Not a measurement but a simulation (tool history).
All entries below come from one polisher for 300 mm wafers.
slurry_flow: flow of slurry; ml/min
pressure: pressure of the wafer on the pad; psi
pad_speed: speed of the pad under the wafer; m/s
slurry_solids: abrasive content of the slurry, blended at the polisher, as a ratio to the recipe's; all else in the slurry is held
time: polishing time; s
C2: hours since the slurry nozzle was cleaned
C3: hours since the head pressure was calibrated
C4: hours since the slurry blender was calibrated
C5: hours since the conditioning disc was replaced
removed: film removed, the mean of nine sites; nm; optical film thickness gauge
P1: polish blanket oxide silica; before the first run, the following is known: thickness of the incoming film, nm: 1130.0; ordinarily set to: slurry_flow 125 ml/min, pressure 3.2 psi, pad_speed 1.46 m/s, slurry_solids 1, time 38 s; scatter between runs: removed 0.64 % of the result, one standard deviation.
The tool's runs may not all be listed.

run 1 hour=4.5 | slurry_flow=125 pressure=3.2 pad_speed=1.46 slurry_solids=1 time=38 | wafers_polished_on_this_pad=537 C2=284.8 C3=463.1 C4=121.1 C5=49.9 | removed=131.19
run 2 hour=12.1 | slurry_flow=125 pressure=3.2 pad_speed=1.94 slurry_solids=1 time=38 | wafers_polished_on_this_pad=647 C2=292.4 C3=470.7 C4=128.7 C5=57.5 | removed=163.92
run 3 hour=19.3 | slurry_flow=125 pressure=3.2 pad_speed=1.46 slurry_solids=1 time=28 | wafers_polished_on_this_pad=753 C2=299.6 C3=477.9 C4=135.9 C5=64.7 | removed=96.445
run 4 hour=24.9 | slurry_flow=125 pressure=3.2 pad_speed=1.46 slurry_solids=1 time=38 | wafers_polished_on_this_pad=834 C2=305.2 C3=483.5 C4=141.5 C5=70.3 | removed=130.76
run 5 hour=29.7 | slurry_flow=125 pressure=3.2 pad_speed=1.46 slurry_solids=1.35 time=38 | wafers_polished_on_this_pad=904 C2=310 C3=488.3 C4=146.3 C5=75.1 | removed=147.66
run 6 hour=37.2 | slurry_flow=125 pressure=2.4 pad_speed=1.46 slurry_solids=1 time=58 | wafers_polished_on_this_pad=1014 C2=317.5 C3=495.8 C4=153.8 C5=82.6 | removed=149.82
run 7 hour=42.4 | slurry_flow=200 pressure=3.2 pad_speed=1.46 slurry_solids=1 time=38 | wafers_polished_on_this_pad=1090 C2=322.7 C3=501 C4=159 C5=87.8 | removed=141.45
run 8 hour=46.9 | slurry_flow=125 pressure=3.2 pad_speed=1.46 slurry_solids=1 time=55 | wafers_polished_on_this_pad=1155 C2=327.2 C3=505.5 C4=163.5 C5=92.3 | removed=188.7
run 9 hour=51.9 | slurry_flow=125 pressure=3.2 pad_speed=1.46 slurry_solids=1 time=38 | wafers_polished_on_this_pad=1228 C2=332.2 C3=510.5 C4=168.5 C5=97.3 | removed=130.15
run 10 hour=56.8 | slurry_flow=125 pressure=1.9 pad_speed=1.46 slurry_solids=1 time=38 | wafers_polished_on_this_pad=1300 C2=337.1 C3=515.4 C4=173.4 C5=102.2 | removed=78.1
run 11 hour=62.4 | slurry_flow=125 pressure=3.2 pad_speed=1.46 slurry_solids=0.55 time=38 | wafers_polished_on_this_pad=1382 C2=342.7 C3=521 C4=179 C5=107.8 | removed=96.214
run 12 hour=68.2 | slurry_flow=125 pressure=3.2 pad_speed=1.46 slurry_solids=1 time=38 | wafers_polished_on_this_pad=1466 C2=348.5 C3=526.8 C4=184.8 C5=113.6 | removed=130.86
run 13 hour=74.4 | slurry_flow=125 pressure=3.2 pad_speed=1.46 slurry_solids=1 time=38 | wafers_polished_on_this_pad=1557 C2=354.7 C3=533 C4=191 C5=119.8 | removed=131.67
run 14 hour=81.9 | slurry_flow=75 pressure=3.2 pad_speed=1.46 slurry_solids=1 time=17 | wafers_polished_on_this_pad=1666 C2=362.2 C3=540.5 C4=198.5 C5=127.3 | removed=51.338
run 15 hour=88.2 | slurry_flow=75 pressure=3.2 pad_speed=1.46 slurry_solids=1 time=38 | wafers_polished_on_this_pad=1758 C2=368.5 C3=546.8 C4=204.8 C5=133.6 | removed=115.13
-- hour=93.5 slurry nozzle cleaned
run 16 hour=95.7 | slurry_flow=125 pressure=4.7 pad_speed=1.46 slurry_solids=1 time=38 | wafers_polished_on_this_pad=1868 C2=2.2 C3=554.3 C4=212.3 C5=141.1 | removed=192.7
run 17 hour=102.9 | slurry_flow=125 pressure=3.2 pad_speed=1.46 slurry_solids=1 time=38 | wafers_polished_on_this_pad=1973 C2=9.4 C3=561.5 C4=219.5 C5=148.3 | removed=130.97
run 18 hour=109.3 | slurry_flow=125 pressure=3.2 pad_speed=0.72 slurry_solids=1 time=38 | wafers_polished_on_this_pad=2066 C2=15.8 C3=567.9 C4=225.9 C5=154.7 | removed=74.354
run 19 hour=117.4 | slurry_flow=125 pressure=3.2 pad_speed=1.46 slurry_solids=1 time=38 | wafers_polished_on_this_pad=2185 C2=23.9 C3=576 C4=234 C5=162.8 | removed=131.66
run 20 hour=125.1 | slurry_flow=125 pressure=3.2 pad_speed=1.46 slurry_solids=1 time=38 | wafers_polished_on_this_pad=2297 C2=31.6 C3=583.7 C4=241.7 C5=170.5 | removed=131.37
run 21 hour=129.1 | slurry_flow=125 pressure=3.2 pad_speed=1.46 slurry_solids=1 time=38 | wafers_polished_on_this_pad=2355 C2=35.6 C3=587.7 C4=245.7 C5=174.5 | removed=127.93
run 22 hour=133.4 | slurry_flow=125 pressure=3.2 pad_speed=1.46 slurry_solids=1 time=38 | wafers_polished_on_this_pad=2418 C2=39.9 C3=592 C4=250 C5=178.8 | removed=124.9
run 23 hour=138.5 | slurry_flow=125 pressure=3.2 pad_speed=1.46 slurry_solids=1 time=38 | wafers_polished_on_this_pad=2493 C2=45 C3=597.1 C4=255.1 C5=183.9 | removed=120.2
run 24 hour=142.3 | slurry_flow=125 pressure=3.2 pad_speed=1.46 slurry_solids=1 time=38 | wafers_polished_on_this_pad=2548 C2=48.8 C3=600.9 C4=258.9 C5=187.7 | removed=120.07
run 25 hour=146.5 | slurry_flow=125 pressure=3.2 pad_speed=1.46 slurry_solids=1 time=38 | wafers_polished_on_this_pad=2609 C2=53 C3=605.1 C4=263.1 C5=191.9 | removed=117.73
run 26 hour=154.3 | slurry_flow=125 pressure=3.2 pad_speed=1.46 slurry_solids=1 time=38 | wafers_polished_on_this_pad=2723 C2=60.8 C3=612.9 C4=270.9 C5=199.7 | removed=115.18
-- hour=156.1 head pressure recalibrated
-- hour=158.3 conditioning disc replaced and pad reconditioned
run 27 hour=159.7 | slurry_flow=125 pressure=3.2 pad_speed=1.46 slurry_solids=1 time=38 | wafers_polished_on_this_pad=2802 C2=66.2 C3=3.7 C4=276.3 C5=1.5 | removed=115.79
-- hour=164.3 slurry nozzle cleaned
run 28 hour=164.4 | slurry_flow=125 pressure=3.2 pad_speed=1.46 slurry_solids=1 time=38 | wafers_polished_on_this_pad=2871 C2=0.2 C3=8.4 C4=281 C5=6.2 | removed=114.34

Run 29 is up next; what results do you expect?
run 29 hour=168.4 | slurry_flow=125 pressure=3.2 pad_speed=1.46 slurry_solids=1 time=38 | wafers_polished_on_this_pad=2929 C2=4.2 C3=12.4 C4=285 C5=10.2 | removed=?

Logged for run 29: removed 114.81 nm.

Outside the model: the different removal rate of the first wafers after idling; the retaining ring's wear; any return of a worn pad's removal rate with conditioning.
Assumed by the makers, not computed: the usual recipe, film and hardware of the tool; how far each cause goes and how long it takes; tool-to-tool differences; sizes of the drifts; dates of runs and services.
